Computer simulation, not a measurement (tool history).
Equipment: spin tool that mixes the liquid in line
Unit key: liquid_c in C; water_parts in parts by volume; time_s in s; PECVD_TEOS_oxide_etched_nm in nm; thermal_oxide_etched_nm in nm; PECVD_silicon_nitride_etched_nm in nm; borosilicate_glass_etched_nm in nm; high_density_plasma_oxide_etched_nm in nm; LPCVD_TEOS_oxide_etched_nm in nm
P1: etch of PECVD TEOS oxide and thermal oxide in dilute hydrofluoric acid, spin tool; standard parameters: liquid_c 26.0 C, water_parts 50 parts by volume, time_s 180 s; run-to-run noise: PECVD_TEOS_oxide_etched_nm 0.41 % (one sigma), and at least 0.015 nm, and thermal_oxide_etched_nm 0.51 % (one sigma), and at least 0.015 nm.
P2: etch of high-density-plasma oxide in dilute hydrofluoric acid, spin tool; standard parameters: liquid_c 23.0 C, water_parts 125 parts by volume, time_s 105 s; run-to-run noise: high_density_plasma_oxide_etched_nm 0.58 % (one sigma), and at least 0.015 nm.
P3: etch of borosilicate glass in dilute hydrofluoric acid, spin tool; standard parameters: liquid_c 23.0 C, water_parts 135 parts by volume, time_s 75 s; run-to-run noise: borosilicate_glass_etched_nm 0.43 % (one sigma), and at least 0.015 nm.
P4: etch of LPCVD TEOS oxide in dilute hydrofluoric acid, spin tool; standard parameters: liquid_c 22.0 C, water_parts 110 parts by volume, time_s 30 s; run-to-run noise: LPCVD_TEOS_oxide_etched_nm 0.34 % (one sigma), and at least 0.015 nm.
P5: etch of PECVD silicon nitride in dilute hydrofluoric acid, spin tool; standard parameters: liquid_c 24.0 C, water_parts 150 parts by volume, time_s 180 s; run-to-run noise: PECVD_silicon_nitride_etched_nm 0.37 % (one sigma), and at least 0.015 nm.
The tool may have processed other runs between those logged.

run	hour	process	liquid_c	water_parts	time_s	hours since the thermometer was replaced	hours since the hydrofluoric acid flow meter was replaced	PECVD_TEOS_oxide_etched_nm	thermal_oxide_etched_nm	PECVD_silicon_nitride_etched_nm	borosilicate_glass_etched_nm	high_density_plasma_oxide_etched_nm	LPCVD_TEOS_oxide_etched_nm
1	5.8	P1	26.0	50	180	507.9	1101.4	35.3700	20.1890				
2	8.9	P5	24.0	65	180	511.0	1104.5			12.4710			
3	14.3	P1	30.5	25	180	516.4	1109.9	88.4370	50.3630				
4	21.2	P1	26.0	30	345	523.3	1116.8	117.5200	66.8910				
5	25.4	P1	31.5	50	180	527.5	1121.0	44.1820	25.1350				
6	32.0	P5	24.0	150	180	534.1	1127.6			5.4918			
7	39.1	P3	23.0	135	75	541.2	1134.7				21.675		
8	45.7	P1	19.0	50	180	547.8	1141.3	26.5740	15.0480				
9	51.4	P3	23.0	135	75	553.5	1147.0				21.899		
10	58.5	P1	26.0	50	180	560.6	1154.1	35.7010	20.4660				
11	63.9	P2	23.0	125	190	566.0	1159.5					7.9284	
12	69.3	P2	23.0	125	105	571.4	1164.9					4.4660	
13	73.6	P3	30.0	135	75	575.7	1169.2				28.294		
14	77.0	P4	22.0	200	30	579.1	1172.6						3.7255
15	83.8	P3	23.0	135	35	585.9	1179.4				10.191		
16	90.7	P1	26.0	20	180	592.8	1186.3	93.3260	53.0290				
17	94.6	P1	26.0	50	315	596.7	1190.2	62.3800	35.2910				
18	99.0	P1	26.0	50	180	601.1	1194.6	35.8220	20.3340				
19	105.5	P1	26.0	80	30	607.6	1201.1	3.5748	2.0024				
20	110.8	P4	22.0	110	15	612.9	1206.4						3.7025
21	114.5	P2	23.0	35	105	616.6	1210.1					17.6010	
22	120.2	P2	29.0	125	105	622.3	1215.8					5.5320	
23	125.6	P5	24.0	150	290	627.7	1221.2			8.7977			
24	131.5	P4	22.0	110	30	633.6	1227.1						7.4248
25	138.2	P3	23.0	40	75	640.3	1233.8				82.525		
26	141.6	P1	26.0	50	180	643.7	1237.2	35.7380	20.1220				
27	145.6	P1	26.0	50	85	647.7	1241.2	16.8690	9.5901				
28	151.1	P1	26.0	50	180	653.2	1246.7	35.7370	20.2710				
29	157.1	P4	18.0	110	30	659.2	1252.7						6.3245
30	160.3	P5	32.0	150	180	662.4	1255.9			9.0246			
31	166.2	P1	26.0	90	180	668.3	1261.8	18.7950	10.6660				
32	170.5	P1	26.0	50	180	672.6	1266.1	35.8840	20.3520				
33	176.3	P1	26.0	50	180	678.4	1271.9	36.7910	20.9930				
34	183.0	P1	26.0	50	180	685.1	1278.6	37.7990	21.1820				
35	187.1	P1	26.0	50	180	689.2	1282.7	37.8670	21.6170				
36	192.9	P1	26.0	50	180	695.0	1288.5	38.5860	21.7490				
37	199.0	P1	26.0	50	180	701.1	1294.6	38.6180	21.7620				
38	205.6	P1	26.0	50	180	707.7	1301.2	38.6210	22.0890				
39	211.1	P1	26.0	50	180	713.2	1306.7	38.6370	21.9380				
40	214.5	P1	26.0	50	180	716.6	1310.1	39.0770	22.1670				
41	219.3	P1	26.0	50	180	721.4	1314.9	38.9140	22.3210				
42	224.5	P1	26.0	50	180	726.6	1320.1	38.9190	22.0010				

What P1 gives has crept away from where it was. These 2 causes fit the log equally well, each at the size given:
A: hydrofluoric acid flow above the setpoint (%) = 8.07
B: liquid hotter than its thermometer reads (K) = 2.07
The gradual shift began around hour 170.5.

Of the 4 check runs listed below, each run on one wafer and each result written as a question mark, which would let you distinguish the listed causes because they would give clearly different results?
check 1	229.7	P3	23.0	135	75						?		
check 2	229.7	P5	24.0	150	180					?			
check 3	229.7	P4	22.0	110	30								?
check 4	229.7	P2	23.0	125	105							?	

Check results expected under each cause:
check	result	if A	if B
check 1	borosilicate_glass_etched_nm	23.782	23.563
check 2	PECVD_silicon_nitride_etched_nm	5.9099	6.2477
check 3	LPCVD_TEOS_oxide_etched_nm	8.1055	8.0654
check 4	high_density_plasma_oxide_etched_nm	4.8266	4.7885
Smallest distance between any two causes, each pair judged by its most separating result, in per cent: check 1 0.92 %; check 2 5.56 %; check 3 0.5 %; check 4 0.79 %
Check 2 tells the causes apart: in the others they would give nearly the same result.

Here is what check 2 returned: PECVD_silicon_nitride_etched_nm 6.2566 nm. Which cause is it?

Of the candidate causes, it is B: liquid hotter than its thermometer reads (K).
